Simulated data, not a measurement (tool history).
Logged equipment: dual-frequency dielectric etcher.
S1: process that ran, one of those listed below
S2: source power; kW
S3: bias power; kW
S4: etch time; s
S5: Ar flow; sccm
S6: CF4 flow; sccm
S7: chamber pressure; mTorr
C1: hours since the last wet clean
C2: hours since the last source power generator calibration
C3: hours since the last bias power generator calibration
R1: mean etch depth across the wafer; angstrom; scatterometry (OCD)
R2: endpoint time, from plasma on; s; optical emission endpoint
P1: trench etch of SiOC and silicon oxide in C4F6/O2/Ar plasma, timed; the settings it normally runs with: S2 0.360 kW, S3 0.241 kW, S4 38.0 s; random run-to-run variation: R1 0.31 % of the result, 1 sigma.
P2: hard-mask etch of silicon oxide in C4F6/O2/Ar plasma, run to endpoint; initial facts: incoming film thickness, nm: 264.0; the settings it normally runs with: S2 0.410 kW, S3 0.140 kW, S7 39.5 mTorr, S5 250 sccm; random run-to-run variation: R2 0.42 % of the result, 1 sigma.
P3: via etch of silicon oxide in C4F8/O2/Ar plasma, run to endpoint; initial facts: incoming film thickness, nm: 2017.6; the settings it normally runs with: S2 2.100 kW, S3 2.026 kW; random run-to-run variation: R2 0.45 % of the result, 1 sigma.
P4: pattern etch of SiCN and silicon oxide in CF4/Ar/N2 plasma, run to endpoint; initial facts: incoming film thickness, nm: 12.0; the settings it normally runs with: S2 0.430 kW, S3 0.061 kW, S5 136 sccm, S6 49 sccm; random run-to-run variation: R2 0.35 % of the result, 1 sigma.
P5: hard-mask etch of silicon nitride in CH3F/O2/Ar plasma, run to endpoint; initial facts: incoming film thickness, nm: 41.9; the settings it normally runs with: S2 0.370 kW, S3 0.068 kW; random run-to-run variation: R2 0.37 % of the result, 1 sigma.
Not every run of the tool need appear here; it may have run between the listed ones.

Run 1, day 0.675: S1 P1, S2 0.360 kW, S3 0.241 kW, S4 38.0 s; C1 100.7; C2 2850.1; C3 2419.8. Result: R1 801.37 angstrom.
Run 2, day 1.096: S1 P3, S2 2.100 kW, S3 2.026 kW; C1 110.8; C2 2860.2; C3 2429.9. Result: R2 389.940 s.
Run 3, day 1.417: S1 P4, S2 0.430 kW, S3 0.061 kW, S5 136 sccm, S6 67 sccm; C1 118.5; C2 2867.9; C3 2437.6. Result: R2 16.182 s.
Run 4, day 1.904: S1 P1, S2 0.360 kW, S3 0.309 kW, S4 38.0 s; C1 130.2; C2 2879.6; C3 2449.3. Result: R1 873.15 angstrom.
Run 5, day 2.250: S1 P3, S2 2.760 kW, S3 2.026 kW; C1 138.5; C2 2887.9; C3 2457.6. Result: R2 352.330 s.
Run 6, day 2.633: S1 P4, S2 0.430 kW, S3 0.061 kW, S5 136 sccm, S6 49 sccm; C1 147.7; C2 2897.1; C3 2466.8. Result: R2 17.142 s.
Run 7, day 2.979: S1 P1, S2 0.360 kW, S3 0.241 kW, S4 21.0 s; C1 156.0; C2 2905.4; C3 2475.1. Result: R1 445.28 angstrom.
Run 8, day 3.308: S1 P4, S2 0.560 kW, S3 0.061 kW, S5 136 sccm, S6 49 sccm; C1 163.9; C2 2913.3; C3 2483.0. Result: R2 13.630 s.
Run 9, day 3.992: S1 P1, S2 0.360 kW, S3 0.241 kW, S4 56.0 s; C1 180.3; C2 2929.7; C3 2499.4. Result: R1 1187.40 angstrom.
Run 10, day 4.521: S1 P2, S2 0.410 kW, S3 0.187 kW, S5 250 sccm, S7 39.5 mTorr; C1 193.0; C2 2942.4; C3 2512.1. Result: R2 83.233 s.
Run 11, day 5.138: S1 P5, S2 0.370 kW, S3 0.090 kW; C1 207.8; C2 2957.2; C3 2526.9. Result: R2 58.738 s.
Run 12, day 5.754: S1 P2, S2 0.320 kW, S3 0.140 kW, S5 250 sccm, S7 39.5 mTorr; C1 222.6; C2 2972.0; C3 2541.7. Result: R2 101.040 s.
Run 13, day 6.217: S1 P5, S2 0.370 kW, S3 0.068 kW; C1 233.7; C2 2983.1; C3 2552.8. Result: R2 64.808 s.
Run 14, day 6.842: S1 P5, S2 0.480 kW, S3 0.068 kW; C1 248.7; C2 2998.1; C3 2567.8. Result: R2 58.604 s.
Run 15, day 7.271: S1 P1, S2 0.360 kW, S3 0.241 kW, S4 38.0 s; C1 259.0; C2 3008.4; C3 2578.1. Result: R1 803.08 angstrom.
Run 16, day 7.733: S1 P2, S2 0.410 kW, S3 0.140 kW, S5 250 sccm, S7 39.5 mTorr; C1 270.1; C2 3019.5; C3 2589.2. Result: R2 91.275 s.
Run 17, day 8.125: S1 P1, S2 0.360 kW, S3 0.241 kW, S4 38.0 s; C1 279.5; C2 3028.9; C3 2598.6. Result: R1 805.90 angstrom.
Run 18, day 8.538: S1 P1, S2 0.360 kW, S3 0.188 kW, S4 54.0 s; C1 289.4; C2 3038.8; C3 2608.5. Result: R1 1051.90 angstrom.
Run 19, day 8.850: S1 P1, S2 0.360 kW, S3 0.241 kW, S4 38.0 s; C1 296.9; C2 3046.3; C3 2616.0. Result: R1 798.76 angstrom.
Run 20, day 9.475: S1 P1, S2 0.360 kW, S3 0.176 kW, S4 38.0 s; C1 311.9; C2 3061.3; C3 2631.0. Result: R1 726.67 angstrom.
Run 21, day 10.012: S1 P4, S2 0.430 kW, S3 0.061 kW, S5 136 sccm, S6 49 sccm; C1 324.8; C2 3074.2; C3 2643.9. Result: R2 17.087 s.
Run 22, day 10.650: S1 P2, S2 0.410 kW, S3 0.140 kW, S5 297 sccm, S7 39.5 mTorr; C1 340.1; C2 3089.5; C3 2659.2. Result: R2 93.650 s.
Run 23, day 11.079: S1 P2, S2 0.410 kW, S3 0.140 kW, S5 250 sccm, S7 26.0 mTorr; C1 350.4; C2 3099.8; C3 2669.5. Result: R2 87.181 s.
Run 24, day 11.742: S1 P4, S2 0.430 kW, S3 0.061 kW, S5 86 sccm, S6 49 sccm; C1 366.3; C2 3115.7; C3 2685.4. Result: R2 15.749 s.
Run 25, day 12.417: S1 P4, S2 0.430 kW, S3 0.037 kW, S5 136 sccm, S6 49 sccm; C1 382.5; C2 3131.9; C3 2701.6. Result: R2 20.304 s.
Run 26, day 13.042: S1 P1, S2 0.500 kW, S3 0.241 kW, S4 38.0 s; C1 397.5; C2 3146.9; C3 2716.6. Result: R1 913.47 angstrom.
Run 27, day 13.683: S1 P1, S2 0.360 kW, S3 0.241 kW, S4 38.0 s; C1 412.9; C2 3162.3; C3 2732.0. Result: R1 802.52 angstrom.
Run 28, day 14.000: S1 P1, S2 0.360 kW, S3 0.317 kW, S4 55.5 s; C1 420.5; C2 3169.9; C3 2739.6. Result: R1 1286.20 angstrom.
At day 14.088: bias power generator calibrated.
Run 29, day 14.483: S1 P1, S2 0.220 kW, S3 0.241 kW, S4 38.0 s; C1 432.1; C2 3181.5; C3 9.6. Result: R1 665.27 angstrom.

Expected results for the next run?
Run 30, day 15.188: S1 P3, S2 2.100 kW, S3 1.348 kW; C1 449.0; C2 3198.4; C3 26.5. Result: R2 ?.

R2: 439.600 s
